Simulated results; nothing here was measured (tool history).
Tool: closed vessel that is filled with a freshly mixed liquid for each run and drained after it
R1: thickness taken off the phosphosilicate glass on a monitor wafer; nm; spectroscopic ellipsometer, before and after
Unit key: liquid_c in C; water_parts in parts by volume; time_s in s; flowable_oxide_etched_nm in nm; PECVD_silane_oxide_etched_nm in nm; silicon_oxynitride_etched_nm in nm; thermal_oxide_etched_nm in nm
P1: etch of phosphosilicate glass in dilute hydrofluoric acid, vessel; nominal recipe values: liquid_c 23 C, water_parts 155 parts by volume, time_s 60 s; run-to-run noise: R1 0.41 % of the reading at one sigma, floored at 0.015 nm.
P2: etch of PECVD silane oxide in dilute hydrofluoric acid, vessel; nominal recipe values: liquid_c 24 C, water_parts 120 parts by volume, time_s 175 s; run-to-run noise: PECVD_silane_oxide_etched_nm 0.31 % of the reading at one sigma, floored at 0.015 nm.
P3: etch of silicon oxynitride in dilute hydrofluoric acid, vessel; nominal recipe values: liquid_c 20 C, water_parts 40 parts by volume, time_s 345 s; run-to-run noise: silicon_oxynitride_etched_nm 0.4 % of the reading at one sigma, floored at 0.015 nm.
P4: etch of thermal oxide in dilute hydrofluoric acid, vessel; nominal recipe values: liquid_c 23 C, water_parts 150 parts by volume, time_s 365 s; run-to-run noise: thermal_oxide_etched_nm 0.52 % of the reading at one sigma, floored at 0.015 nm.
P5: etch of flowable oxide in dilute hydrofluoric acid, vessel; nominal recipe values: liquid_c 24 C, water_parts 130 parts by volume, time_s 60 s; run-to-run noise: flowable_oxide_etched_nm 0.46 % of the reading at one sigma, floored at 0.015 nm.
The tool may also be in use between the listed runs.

Run 1, hour 6.2: process P1, liquid_c 23 C, water_parts 155 parts by volume, time_s 60 s. Result: R1 21.545 nm.
Run 2, hour 15.8: process P5, liquid_c 24 C, water_parts 215 parts by volume, time_s 60 s. Result: flowable_oxide_etched_nm 7.3479 nm.
Run 3, hour 24.9: process P1, liquid_c 17.5 C, water_parts 250 parts by volume, time_s 60 s. Result: R1 9.8745 nm.
Run 4, hour 34: process P2, liquid_c 24 C, water_parts 120 parts by volume, time_s 30 s. Result: PECVD_silane_oxide_etched_nm 4.8098 nm.
Run 5, hour 44.3: process P1, liquid_c 23 C, water_parts 155 parts by volume, time_s 60 s. Result: R1 21.485 nm.
Run 6, hour 49.2: process P1, liquid_c 23 C, water_parts 155 parts by volume, time_s 60 s. Result: R1 21.535 nm.
Run 7, hour 60: process P1, liquid_c 23 C, water_parts 155 parts by volume, time_s 60 s. Result: R1 21.493 nm.
Run 8, hour 67.7: process P3, liquid_c 20 C, water_parts 40 parts by volume, time_s 540 s. Result: silicon_oxynitride_etched_nm 23.103 nm.
Run 9, hour 74.2: process P1, liquid_c 23 C, water_parts 155 parts by volume, time_s 95 s. Result: R1 34.091 nm.
Run 10, hour 78.9: process P1, liquid_c 29 C, water_parts 155 parts by volume, time_s 60 s. Result: R1 26.861 nm.
Run 11, hour 88.3: process P5, liquid_c 30.5 C, water_parts 130 parts by volume, time_s 60 s. Result: flowable_oxide_etched_nm 17.047 nm.
Run 12, hour 98.3: process P1, liquid_c 23 C, water_parts 65 parts by volume, time_s 60 s. Result: R1 57.422 nm.
Run 13, hour 104.5: process P2, liquid_c 31.5 C, water_parts 120 parts by volume, time_s 175 s. Result: PECVD_silane_oxide_etched_nm 37.184 nm.
Run 14, hour 115.2: process P5, liquid_c 24 C, water_parts 130 parts by volume, time_s 30 s. Result: flowable_oxide_etched_nm 6.6983 nm.
Run 15, hour 124.5: process P1, liquid_c 30 C, water_parts 85 parts by volume, time_s 60 s. Result: R1 55.838 nm.
Run 16, hour 134.1: process P1, liquid_c 23 C, water_parts 155 parts by volume, time_s 60 s. Result: R1 21.34 nm.
Run 17, hour 143.4: process P1, liquid_c 23 C, water_parts 270 parts by volume, time_s 60 s. Result: R1 10.954 nm.
Run 18, hour 152.5: process P1, liquid_c 18.5 C, water_parts 155 parts by volume, time_s 60 s. Result: R1 17.873 nm.
Run 19, hour 157.3: process P4, liquid_c 23 C, water_parts 150 parts by volume, time_s 365 s. Result: thermal_oxide_etched_nm 10.279 nm.
Run 20, hour 163.5: process P5, liquid_c 24 C, water_parts 130 parts by volume, time_s 60 s. Result: flowable_oxide_etched_nm 13.373 nm.
Run 21, hour 173.1: process P3, liquid_c 20 C, water_parts 60 parts by volume, time_s 345 s. Result: silicon_oxynitride_etched_nm 9.6885 nm.
Run 22, hour 183: process P2, liquid_c 24 C, water_parts 25 parts by volume, time_s 175 s. Result: PECVD_silane_oxide_etched_nm 152.32 nm.
Run 23, hour 192.4: process P3, liquid_c 17 C, water_parts 40 parts by volume, time_s 345 s. Result: silicon_oxynitride_etched_nm 12.675 nm.
Run 24, hour 197.9: process P3, liquid_c 20 C, water_parts 40 parts by volume, time_s 345 s. Result: silicon_oxynitride_etched_nm 14.783 nm.
Run 25, hour 206: process P4, liquid_c 17 C, water_parts 150 parts by volume, time_s 365 s. Result: thermal_oxide_etched_nm 8.0905 nm.
Run 26, hour 212.5: process P2, liquid_c 24 C, water_parts 120 parts by volume, time_s 175 s. Result: PECVD_silane_oxide_etched_nm 28.179 nm.
Run 27, hour 221.5: process P1, liquid_c 23 C, water_parts 155 parts by volume, time_s 30 s. Result: R1 10.705 nm.
Run 28, hour 230.2: process P4, liquid_c 23 C, water_parts 90 parts by volume, time_s 365 s. Result: thermal_oxide_etched_nm 18.545 nm.
Run 29, hour 240.3: process P1, liquid_c 23 C, water_parts 155 parts by volume, time_s 60 s. Result: R1 21.484 nm.
Run 30, hour 246.5: process P4, liquid_c 23 C, water_parts 150 parts by volume, time_s 655 s. Result: thermal_oxide_etched_nm 18.689 nm.
Run 31, hour 251.4: process P1, liquid_c 23 C, water_parts 155 parts by volume, time_s 60 s. Result: R1 21.509 nm.
Run 32, hour 258.6: process P1, liquid_c 23 C, water_parts 155 parts by volume, time_s 60 s. Result: R1 21.872 nm.
Run 33, hour 264.5: process P1, liquid_c 23 C, water_parts 155 parts by volume, time_s 60 s. Result: R1 22.306 nm.
Run 34, hour 275: process P1, liquid_c 23 C, water_parts 155 parts by volume, time_s 60 s. Result: R1 22.528 nm.
Run 35, hour 280.5: process P1, liquid_c 23 C, water_parts 155 parts by volume, time_s 60 s. Result: R1 22.81 nm.
Run 36, hour 285.6: process P1, liquid_c 23 C, water_parts 155 parts by volume, time_s 60 s. Result: R1 22.673 nm.
Run 37, hour 292.5: process P1, liquid_c 23 C, water_parts 155 parts by volume, time_s 60 s. Result: R1 22.896 nm.
Run 38, hour 298.7: process P1, liquid_c 23 C, water_parts 155 parts by volume, time_s 60 s. Result: R1 22.825 nm.
Run 39, hour 304.6: process P1, liquid_c 23 C, water_parts 155 parts by volume, time_s 60 s. Result: R1 22.948 nm.
Run 40, hour 313.3: process P1, liquid_c 23 C, water_parts 155 parts by volume, time_s 60 s. Result: R1 22.886 nm.

What P1 gives has crept off from where it sat before. The 2 causes that follow fit the log equally well, each at the size noted:
A: hydrofluoric acid flow above the setpoint (%) = 5.55
B: liquid hotter than its thermometer reads (K) = 1.66
Creep in the process output first set in at about hour 251.4.

The check runs listed below each take one wafer, and their results are still question marks. Under which run would the listed causes lead to clearly different results?
Run check 1, hour 322: process P2, liquid_c 24 C, water_parts 85 parts by volume, time_s 40 s. Result: PECVD_silane_oxide_etched_nm ?.
Run check 2, hour 322: process P3, liquid_c 17 C, water_parts 40 parts by volume, time_s 525 s. Result: silicon_oxynitride_etched_nm ?.
Run check 3, hour 322: process P5, liquid_c 28 C, water_parts 205 parts by volume, time_s 60 s. Result: flowable_oxide_etched_nm ?.
Run check 4, hour 322: process P4, liquid_c 17 C, water_parts 150 parts by volume, time_s 560 s. Result: thermal_oxide_etched_nm ?.

How each check would come out, cause by cause:
  check                        result    if A    if B
check 1  PECVD_silane_oxide_etched_nm  10.039  10.103
check 2  silicon_oxynitride_etched_nm   20.33  20.957
check 3      flowable_oxide_etched_nm  9.6467  9.5625
check 4       thermal_oxide_etched_nm  13.326  13.403
Minimum pairwise separation of causes per check, each pair taken at its best-separating result: check 1 0.64 %; check 2 3.04 %; check 3 0.88 %; check 4 0.58 %
Check 2 distinguishes between the causes, while the remaining checks would return nearly the same result for all of them.

The results of check 2 are: silicon_oxynitride_etched_nm 20.862 nm. Based on these, which of the listed causes is it?

The correct cause is B, namely: liquid hotter than its thermometer reads (K).
